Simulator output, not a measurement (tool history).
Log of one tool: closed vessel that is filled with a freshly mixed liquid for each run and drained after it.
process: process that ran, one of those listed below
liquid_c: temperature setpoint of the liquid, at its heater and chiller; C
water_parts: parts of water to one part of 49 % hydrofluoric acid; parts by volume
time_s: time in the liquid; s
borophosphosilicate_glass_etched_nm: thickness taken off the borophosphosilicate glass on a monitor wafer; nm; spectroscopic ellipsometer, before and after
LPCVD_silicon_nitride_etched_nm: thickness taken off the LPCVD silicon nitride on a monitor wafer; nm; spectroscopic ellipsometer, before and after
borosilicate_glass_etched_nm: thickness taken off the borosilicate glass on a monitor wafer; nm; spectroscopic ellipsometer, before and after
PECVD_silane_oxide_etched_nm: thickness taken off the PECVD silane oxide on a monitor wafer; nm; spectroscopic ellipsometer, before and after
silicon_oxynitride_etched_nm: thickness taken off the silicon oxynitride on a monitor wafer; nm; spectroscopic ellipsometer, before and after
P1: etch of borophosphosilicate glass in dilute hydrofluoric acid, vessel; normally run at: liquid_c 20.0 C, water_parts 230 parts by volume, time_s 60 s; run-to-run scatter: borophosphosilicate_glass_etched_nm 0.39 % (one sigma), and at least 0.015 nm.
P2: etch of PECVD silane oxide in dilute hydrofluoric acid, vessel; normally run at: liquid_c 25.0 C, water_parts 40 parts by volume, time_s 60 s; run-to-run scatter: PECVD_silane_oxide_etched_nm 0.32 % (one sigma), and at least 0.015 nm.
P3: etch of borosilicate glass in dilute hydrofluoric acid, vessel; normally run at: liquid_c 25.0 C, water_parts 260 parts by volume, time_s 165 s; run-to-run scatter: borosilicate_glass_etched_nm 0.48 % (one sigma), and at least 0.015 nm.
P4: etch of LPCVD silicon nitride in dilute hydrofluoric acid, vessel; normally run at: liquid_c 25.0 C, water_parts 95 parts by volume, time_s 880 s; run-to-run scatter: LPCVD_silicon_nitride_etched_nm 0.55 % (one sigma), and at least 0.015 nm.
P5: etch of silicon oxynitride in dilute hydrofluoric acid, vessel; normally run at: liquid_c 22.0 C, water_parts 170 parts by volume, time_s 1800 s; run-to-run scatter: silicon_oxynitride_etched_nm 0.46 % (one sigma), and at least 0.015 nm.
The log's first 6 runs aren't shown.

run    day  process  liquid_c  water_parts  time_s  borophosphosilicate_glass_etched_nm  LPCVD_silicon_nitride_etched_nm  borosilicate_glass_etched_nm  PECVD_silane_oxide_etched_nm  silicon_oxynitride_etched_nm
  7  1.554       P2      25.0           70      60                                                                                                                            14.414
  8  1.821       P1      20.0          230     110                              15.3690
  9  2.088       P1      20.0          230      60                               8.3137
 10  2.379       P1      20.0           90      60                              24.6360
 11  2.588       P4      25.0           95     880                                                                4.4772
 12  2.871       P5      22.0          275    1800                                                                                                                                                         18.6140
 13  3.062       P4      25.0           95     880                                                                4.4402
 14  3.258       P2      19.0           40      60                                                                                                                            20.448
 15  3.438       P3      25.0          260     300                                                                                              31.176
 16  3.688       P5      22.0          170      30                                                                                                                                                          0.5451
 17  3.933       P1      17.0          230     100                              12.3530
 18  4.154       P5      22.0          170    1800                                                                                                                                                         32.1730
 19  4.450       P1      20.0          230      35                               4.8930
 20  4.588       P4      32.0           95     880                                                                6.9074
 21  4.758       P2      25.0           40      60                                                                                                                            26.235
     4.879  -- hydrofluoric acid flow meter replaced
 22  5.012       P1      20.0          230      60                               8.3296
 23  5.275       P1      20.0          230      60                               8.3226
 24  5.512       P1      17.0          230      60                               7.4944
 25  5.696       P1      26.5          230      60                              10.6080
 26  5.842       P5      17.5          170    1800                                                                                                                                                         25.8430
 27  6.012       P3      25.0          260     165                                                                                              17.005
 28  6.246       P1      20.0          230      60                               8.3417

Forecast run 29:
 29  6.525       P3      32.0          260     165                                                                                                   ?

borosilicate_glass_etched_nm: 21.435 nm

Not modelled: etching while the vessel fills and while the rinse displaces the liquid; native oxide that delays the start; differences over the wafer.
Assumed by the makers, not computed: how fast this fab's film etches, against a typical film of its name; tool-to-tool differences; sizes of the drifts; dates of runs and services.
